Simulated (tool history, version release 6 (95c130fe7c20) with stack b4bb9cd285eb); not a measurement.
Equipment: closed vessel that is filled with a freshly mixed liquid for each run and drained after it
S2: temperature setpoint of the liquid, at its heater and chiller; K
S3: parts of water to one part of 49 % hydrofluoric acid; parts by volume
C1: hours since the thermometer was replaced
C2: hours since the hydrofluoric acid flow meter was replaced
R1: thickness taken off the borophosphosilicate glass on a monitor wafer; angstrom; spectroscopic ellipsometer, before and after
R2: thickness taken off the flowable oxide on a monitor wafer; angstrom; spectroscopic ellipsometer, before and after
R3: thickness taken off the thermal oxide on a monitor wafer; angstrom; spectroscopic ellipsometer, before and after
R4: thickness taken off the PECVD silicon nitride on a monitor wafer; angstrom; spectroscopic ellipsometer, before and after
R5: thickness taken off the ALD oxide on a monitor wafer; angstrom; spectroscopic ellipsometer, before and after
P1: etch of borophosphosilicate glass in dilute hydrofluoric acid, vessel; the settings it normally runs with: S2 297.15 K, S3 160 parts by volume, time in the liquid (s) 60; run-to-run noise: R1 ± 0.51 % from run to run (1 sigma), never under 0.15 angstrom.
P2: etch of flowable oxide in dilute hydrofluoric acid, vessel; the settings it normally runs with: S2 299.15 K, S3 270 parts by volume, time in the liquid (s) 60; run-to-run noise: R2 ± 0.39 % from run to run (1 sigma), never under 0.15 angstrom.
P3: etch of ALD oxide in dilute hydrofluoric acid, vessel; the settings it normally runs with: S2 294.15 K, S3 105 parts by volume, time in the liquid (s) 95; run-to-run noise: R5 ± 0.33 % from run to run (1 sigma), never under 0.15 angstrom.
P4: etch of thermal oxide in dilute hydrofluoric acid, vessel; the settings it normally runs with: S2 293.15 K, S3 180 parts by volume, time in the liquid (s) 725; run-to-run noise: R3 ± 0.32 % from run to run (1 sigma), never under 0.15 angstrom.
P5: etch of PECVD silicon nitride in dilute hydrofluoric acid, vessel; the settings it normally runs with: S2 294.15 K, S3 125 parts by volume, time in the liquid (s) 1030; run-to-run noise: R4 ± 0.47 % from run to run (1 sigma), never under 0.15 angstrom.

Run 1, hour 2.2: process that ran P1, S2 297.15 K, S3 160 parts by volume, time in the liquid (s) 60; C1 653.4; C2 212.7. Result: R1 198.23 angstrom.
Run 2, hour 5.9: process that ran P2, S2 299.15 K, S3 440 parts by volume, time in the liquid (s) 60; C1 657.1; C2 216.4. Result: R2 46.222 angstrom.
Run 3, hour 7.8: process that ran P1, S2 297.15 K, S3 160 parts by volume, time in the liquid (s) 60; C1 659; C2 218.3. Result: R1 200.34 angstrom.
Run 4, hour 11.6: process that ran P4, S2 293.15 K, S3 180 parts by volume, time in the liquid (s) 725; C1 662.8; C2 222.1. Result: R3 152.36 angstrom.
Run 5, hour 14.5: process that ran P5, S2 294.15 K, S3 65 parts by volume, time in the liquid (s) 1030; C1 665.7; C2 225. Result: R4 536.84 angstrom.
Run 6, hour 16.7: process that ran P5, S2 290.15 K, S3 125 parts by volume, time in the liquid (s) 1030; C1 667.9; C2 227.2. Result: R4 215.45 angstrom.
Run 7, hour 20.1: process that ran P1, S2 304.15 K, S3 160 parts by volume, time in the liquid (s) 60; C1 671.3; C2 230.6. Result: R1 258.11 angstrom.
Run 8, hour 22.4: process that ran P3, S2 302.65 K, S3 105 parts by volume, time in the liquid (s) 95; C1 673.6; C2 232.9. Result: R5 188.15 angstrom.
Run 9, hour 25.5: process that ran P4, S2 293.15 K, S3 180 parts by volume, time in the liquid (s) 1230; C1 676.7; C2 236. Result: R3 258.32 angstrom.
Run 10, hour 27.6: process that ran P2, S2 299.15 K, S3 270 parts by volume, time in the liquid (s) 30; C1 678.8; C2 238.1. Result: R2 44.193 angstrom.
Run 11, hour 30.1: process that ran P1, S2 297.15 K, S3 265 parts by volume, time in the liquid (s) 95; C1 681.3; C2 240.6. Result: R1 169.77 angstrom.
Run 12, hour 34.1: process that ran P1, S2 297.15 K, S3 160 parts by volume, time in the liquid (s) 60; C1 685.3; C2 244.6. Result: R1 199.1 angstrom.
Run 13, hour 36: process that ran P3, S2 294.15 K, S3 105 parts by volume, time in the liquid (s) 95; C1 687.2; C2 246.5. Result: R5 134.95 angstrom.
Run 14, hour 39.4: process that ran P1, S2 297.15 K, S3 160 parts by volume, time in the liquid (s) 110; C1 690.6; C2 249.9. Result: R1 365.41 angstrom.
Run 15, hour 42.5: process that ran P2, S2 293.15 K, S3 270 parts by volume, time in the liquid (s) 60; C1 693.7; C2 253. Result: R2 71.27 angstrom.
Run 16, hour 45.6: process that ran P1, S2 291.65 K, S3 160 parts by volume, time in the liquid (s) 60; C1 696.8; C2 256.1. Result: R1 159.1 angstrom.
Run 17, hour 47.5: process that ran P1, S2 297.15 K, S3 160 parts by volume, time in the liquid (s) 60; C1 698.7; C2 258. Result: R1 198.77 angstrom.
Run 18, hour 49.4: process that ran P4, S2 293.15 K, S3 80 parts by volume, time in the liquid (s) 725; C1 700.6; C2 259.9. Result: R3 382.36 angstrom.
Run 19, hour 52.6: process that ran P1, S2 297.15 K, S3 160 parts by volume, time in the liquid (s) 60; C1 703.8; C2 263.1. Result: R1 198.92 angstrom.
Run 20, hour 56.7: process that ran P3, S2 294.15 K, S3 40 parts by volume, time in the liquid (s) 95; C1 707.9; C2 267.2. Result: R5 385.71 angstrom.
Run 21, hour 59.1: process that ran P1, S2 297.15 K, S3 160 parts by volume, time in the liquid (s) 60; C1 710.3; C2 269.6. Result: R1 197.69 angstrom.
Run 22, hour 61.7: process that ran P5, S2 294.15 K, S3 125 parts by volume, time in the liquid (s) 1030; C1 712.9; C2 272.2. Result: R4 282.27 angstrom.
Run 23, hour 64.5: process that ran P1, S2 297.15 K, S3 230 parts by volume, time in the liquid (s) 60; C1 715.7; C2 275. Result: R1 127.25 angstrom.
Run 24, hour 68.2: process that ran P2, S2 299.15 K, S3 270 parts by volume, time in the liquid (s) 60; C1 719.4; C2 278.7. Result: R2 88.347 angstrom.
Run 25, hour 70.9: process that ran P4, S2 301.65 K, S3 180 parts by volume, time in the liquid (s) 725; C1 722.1; C2 281.4. Result: R3 207.72 angstrom.
At hour 71.5: hydrofluoric acid flow meter replaced.
Run 26, hour 74.1: process that ran P1, S2 297.15 K, S3 160 parts by volume, time in the liquid (s) 60; C1 725.3; C2 2.6. Result: R1 198.44 angstrom.
Run 27, hour 76.9: process that ran P5, S2 294.15 K, S3 125 parts by volume, time in the liquid (s) 1600; C1 728.1; C2 5.4. Result: R4 439.56 angstrom.
Run 28, hour 80.6: process that ran P1, S2 297.15 K, S3 160 parts by volume, time in the liquid (s) 30; C1 731.8; C2 9.1. Result: R1 99.935 angstrom.
Run 29, hour 82.8: process that ran P3, S2 294.15 K, S3 105 parts by volume, time in the liquid (s) 45; C1 734; C2 11.3. Result: R5 64.486 angstrom.
Run 30, hour 85.9: process that ran P1, S2 297.15 K, S3 70 parts by volume, time in the liquid (s) 60; C1 737.1; C2 14.4. Result: R1 506.72 angstrom.
Run 31, hour 88.4: process that ran P1, S2 297.15 K, S3 160 parts by volume, time in the liquid (s) 60; C1 739.6; C2 16.9. Result: R1 197.61 angstrom.
Run 32, hour 90.4: process that ran P1, S2 297.15 K, S3 160 parts by volume, time in the liquid (s) 60; C1 741.6; C2 18.9. Result: R1 204.5 angstrom.
Run 33, hour 94.4: process that ran P1, S2 297.15 K, S3 160 parts by volume, time in the liquid (s) 60; C1 745.6; C2 22.9. Result: R1 207.39 angstrom.
Run 34, hour 97.5: process that ran P1, S2 297.15 K, S3 160 parts by volume, time in the liquid (s) 60; C1 748.7; C2 26. Result: R1 211.26 angstrom.
Run 35, hour 99.4: process that ran P1, S2 297.15 K, S3 160 parts by volume, time in the liquid (s) 60; C1 750.6; C2 27.9. Result: R1 212.78 angstrom.
Run 36, hour 102.7: process that ran P1, S2 297.15 K, S3 160 parts by volume, time in the liquid (s) 60; C1 753.9; C2 31.2. Result: R1 212.89 angstrom.
Run 37, hour 104.7: process that ran P1, S2 297.15 K, S3 160 parts by volume, time in the liquid (s) 60; C1 755.9; C2 33.2. Result: R1 214.35 angstrom.
Run 38, hour 106.6: process that ran P1, S2 297.15 K, S3 160 parts by volume, time in the liquid (s) 60; C1 757.8; C2 35.1. Result: R1 213.64 angstrom.
Run 39, hour 109.2: process that ran P1, S2 297.15 K, S3 160 parts by volume, time in the liquid (s) 60; C1 760.4; C2 37.7. Result: R1 214.15 angstrom.

What P1 gives has crept off from where it sat before. The 2 causes that follow fit the log equally well, each at the size noted:
A: liquid hotter than its thermometer reads (K) = 1.88
B: hydrofluoric acid flow above the setpoint (%) = 6.19
The process output started creeping at around hour 88.4.

Which of the 4 check runs listed below separates the causes, so that each cause would produce a clearly different result? Each run uses one wafer, and its results are marked with question marks.
Run check 1, hour 111.8: process that ran P4, S2 298.15 K, S3 180 parts by volume, time in the liquid (s) 725. Result: R3 ?.
Run check 2, hour 111.8: process that ran P5, S2 294.15 K, S3 125 parts by volume, time in the liquid (s) 1400. Result: R4 ?.
Run check 3, hour 111.8: process that ran P2, S2 295.65 K, S3 270 parts by volume, time in the liquid (s) 60. Result: R2 ?.
Run check 4, hour 111.8: process that ran P3, S2 299.65 K, S3 105 parts by volume, time in the liquid (s) 95. Result: R5 ?.

What each check would give under each cause:
  check  result    if A    if B
check 1      R3   197.7  198.29
check 2      R4  435.78  407.98
check 3      R2  83.804  84.518
check 4      R5  181.26  180.56
Gap, in per cent, between the two causes that each check separates least, read from the result that separates them most: check 1 0.3 %; check 2 6.59 %; check 3 0.85 %; check 4 0.39 %
Check 2 is the one run that separates the causes; every other check would come out nearly the same whichever cause is at work.

The results of check 2 are: R4 405.46 angstrom. Based on these, which of the listed causes is it?

Of the candidate causes, it is B: hydrofluoric acid flow above the setpoint (%).
